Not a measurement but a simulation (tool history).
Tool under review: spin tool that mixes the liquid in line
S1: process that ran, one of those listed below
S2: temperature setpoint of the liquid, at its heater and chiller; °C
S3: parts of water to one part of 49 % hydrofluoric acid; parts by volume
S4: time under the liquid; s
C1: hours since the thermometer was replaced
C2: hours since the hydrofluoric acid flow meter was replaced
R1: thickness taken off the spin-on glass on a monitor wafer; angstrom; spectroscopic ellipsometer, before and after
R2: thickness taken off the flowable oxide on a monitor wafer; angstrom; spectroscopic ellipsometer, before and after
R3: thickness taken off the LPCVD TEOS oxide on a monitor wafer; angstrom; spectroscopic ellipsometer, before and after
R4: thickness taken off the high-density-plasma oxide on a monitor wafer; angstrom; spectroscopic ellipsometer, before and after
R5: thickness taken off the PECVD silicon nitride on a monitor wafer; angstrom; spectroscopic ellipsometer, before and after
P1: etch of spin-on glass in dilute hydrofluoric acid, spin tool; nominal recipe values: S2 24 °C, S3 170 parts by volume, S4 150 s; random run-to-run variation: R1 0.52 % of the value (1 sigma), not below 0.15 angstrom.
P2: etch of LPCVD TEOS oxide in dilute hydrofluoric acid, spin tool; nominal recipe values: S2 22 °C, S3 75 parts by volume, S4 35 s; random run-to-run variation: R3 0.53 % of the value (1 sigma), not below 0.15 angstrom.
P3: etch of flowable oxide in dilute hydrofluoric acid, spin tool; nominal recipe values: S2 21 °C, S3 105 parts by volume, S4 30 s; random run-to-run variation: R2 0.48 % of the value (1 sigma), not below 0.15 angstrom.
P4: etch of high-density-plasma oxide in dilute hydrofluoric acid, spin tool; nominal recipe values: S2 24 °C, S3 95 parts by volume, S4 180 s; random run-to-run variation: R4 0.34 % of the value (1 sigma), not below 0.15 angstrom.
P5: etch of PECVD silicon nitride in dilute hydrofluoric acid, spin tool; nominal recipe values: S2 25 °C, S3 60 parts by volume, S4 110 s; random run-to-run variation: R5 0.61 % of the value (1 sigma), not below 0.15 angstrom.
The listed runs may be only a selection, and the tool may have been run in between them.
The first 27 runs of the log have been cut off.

run   hour  S1  S2   S3   S4      C1     C2      R1  R2      R3      R4  R5
 28  169.9  P2  30   75   35  1555.3   66.5              184.83
 29  176.1  P1  24  285  150  1561.5   72.7  151.48
 30  182.8  P4  24   95  180  1568.2   79.4                      172.53
 31  189.2  P1  24  170  150  1574.6   85.8  284.88
 32  197.2  P1  24  170  150  1582.6   93.8   285.2
 33  203.9  P1  24  170  150  1589.3  100.5  278.95
 34  210.2  P1  24  170  150  1595.6  106.8  275.64
 35  216.7  P1  24  170  150  1602.1  113.3  273.57

Run 36 has not been measured yet. What should we expect?
 36  221.9  P1  24  170  150  1607.3  118.5   ?

Run 36 yielded R1 273.82 angstrom.
